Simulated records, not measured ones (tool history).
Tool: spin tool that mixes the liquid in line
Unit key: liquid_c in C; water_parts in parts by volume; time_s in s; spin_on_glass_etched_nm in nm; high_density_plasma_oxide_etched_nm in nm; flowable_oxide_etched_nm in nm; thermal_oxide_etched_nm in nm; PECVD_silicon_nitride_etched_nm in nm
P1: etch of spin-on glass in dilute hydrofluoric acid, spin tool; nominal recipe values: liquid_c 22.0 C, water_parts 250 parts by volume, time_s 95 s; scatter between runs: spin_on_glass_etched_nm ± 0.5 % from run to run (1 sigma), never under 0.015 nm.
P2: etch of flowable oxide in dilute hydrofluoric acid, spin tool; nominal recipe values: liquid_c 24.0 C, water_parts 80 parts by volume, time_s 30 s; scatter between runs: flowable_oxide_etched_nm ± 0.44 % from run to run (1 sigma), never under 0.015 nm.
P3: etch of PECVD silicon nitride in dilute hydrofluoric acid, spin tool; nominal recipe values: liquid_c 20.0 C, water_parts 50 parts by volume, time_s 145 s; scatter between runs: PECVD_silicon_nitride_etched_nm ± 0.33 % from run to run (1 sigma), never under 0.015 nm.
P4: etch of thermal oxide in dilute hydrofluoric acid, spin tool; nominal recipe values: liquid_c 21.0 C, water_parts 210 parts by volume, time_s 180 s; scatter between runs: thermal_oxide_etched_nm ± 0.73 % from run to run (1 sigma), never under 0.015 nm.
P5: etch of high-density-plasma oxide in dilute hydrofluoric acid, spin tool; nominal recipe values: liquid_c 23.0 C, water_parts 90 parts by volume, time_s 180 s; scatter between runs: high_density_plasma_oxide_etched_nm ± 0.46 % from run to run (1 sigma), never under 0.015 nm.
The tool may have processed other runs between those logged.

run     day  process  liquid_c  water_parts  time_s  spin_on_glass_etched_nm  high_density_plasma_oxide_etched_nm  flowable_oxide_etched_nm  thermal_oxide_etched_nm  PECVD_silicon_nitride_etched_nm
  1   0.262       P1      22.0          250      95                  11.2000
  2   0.621       P1      18.0          250     180                  18.1640
  3   0.975       P1      22.0          355      95                   7.0778
  4   1.312       P5      17.0           90     180                                                        7.8812
  5   1.896       P1      22.0          250     160                  18.7400
  6   2.421       P1      22.0          250      95                  11.0880
  7   2.692       P1      17.5          250      95                   9.3873
  8   3.221       P2      24.0          140      30                                                                                  6.1709
  9   3.796       P4      21.0          210     180                                                                                                          3.19430
 10   4.221       P3      20.0           50     145                                                                                                                                            9.2745
 11   4.658       P2      24.0           80      30                                                                                 11.6320
 12   5.229       P4      21.0          210      15                                                                                                          0.25367
 13   5.671       P1      22.0          250      95                  11.1910
 14   5.942       P1      22.0           60      95                  57.0790
 15   6.275       P5      23.0           90     180                                                       10.1620
 16   6.600       P4      25.5          210     180                                                                                                          3.79200
 17   6.912       P2      30.5           80      30                                                                                 15.0800
 18   7.500       P2      24.0           80      30                                                                                 11.6590
 19   7.817       P4      21.0          385     180                                                                                                          1.45730
 20   8.092       P1      29.0          250     180                  26.9410
 21   8.400       P3      26.5           50     145                                                                                                                                           14.4000
 22   8.962       P1      17.0          420      95                   4.7618
 23   9.229       P5      23.0           90     340                                                       19.1040
 24   9.762       P1      22.0          250      15                   1.7676
 25  10.083       P3      20.0           50     275                                                                                                                                           17.5610
 26  10.500       P1      22.0          250      95                  11.2060
 27  10.821       P4      21.0          210     180                                                                                                          3.16920
 28  11.271       P2      24.0           80      15                                                                                  5.8709
 29  11.771       P3      20.0           50     145                                                                                                                                            9.3229
 30  12.325       P1      22.0          250      95                  11.1700
 31  12.600       P5      23.0          155     180                                                        5.4806
 32  13.012       P3      20.0           90     145                                                                                                                                            5.2472
 33  13.529       P1      28.5          250      95                  14.0160
 34  13.800       P1      22.0          250      95                  11.1370
 35  14.250       P1      22.0          250      95                  10.7290
 36  14.838       P1      22.0          250      95                  10.7530
 37  15.150       P1      22.0          250      95                  10.6060
 38  15.504       P1      22.0          250      95                  10.5850
 39  15.904       P1      22.0          250      95                  10.5200
 40  16.329       P1      22.0          250      95                  10.3910
 41  16.796       P1      22.0          250      95                  10.5770

Compared with where it was, what P1 gives has crept away. Each cause listed below fits the log as well as the rest, at the size given for it:
A: liquid colder than its thermometer reads (K) = 1.57
B: hydrofluoric acid flow below the setpoint (%) = 4.52
Creep in the process output first set in at about day 13.800.

The check runs listed below each take one wafer, and their results are still question marks. Under which run would the listed causes lead to clearly different results?
check 1  17.262       P3      20.0           50     215                                                                                                                                                 ?
check 2  17.262       P2      28.0           80      30                                                                                       ?
check 3  17.262       P4      21.0          375      15                                                                                                                ?
check 4  17.262       P5      18.5          155     180                                                             ?

What every check run would give for each of its results, assuming each possible cause in turn:
  check                               result     if A     if B
check 1      PECVD_silicon_nitride_etched_nm  12.3320  13.1560
check 2             flowable_oxide_etched_nm  12.8250  12.9520
check 3              thermal_oxide_etched_nm  0.12189  0.12111
check 4  high_density_plasma_oxide_etched_nm   4.2827   4.3265
Distance between the nearest two causes, measured in the result of the check that separates them most: check 1 6.47 %; check 2 0.98 %; check 3 0.64 %; check 4 1.02 %
Of the check runs offered, only check 1 discriminates between the causes; the rest would read about the same regardless of which cause applies.

Check 1 has now been run. It gave: PECVD_silicon_nitride_etched_nm 12.3250 nm. Which of the candidate causes is it?

The cause is A: liquid colder than its thermometer reads (K).

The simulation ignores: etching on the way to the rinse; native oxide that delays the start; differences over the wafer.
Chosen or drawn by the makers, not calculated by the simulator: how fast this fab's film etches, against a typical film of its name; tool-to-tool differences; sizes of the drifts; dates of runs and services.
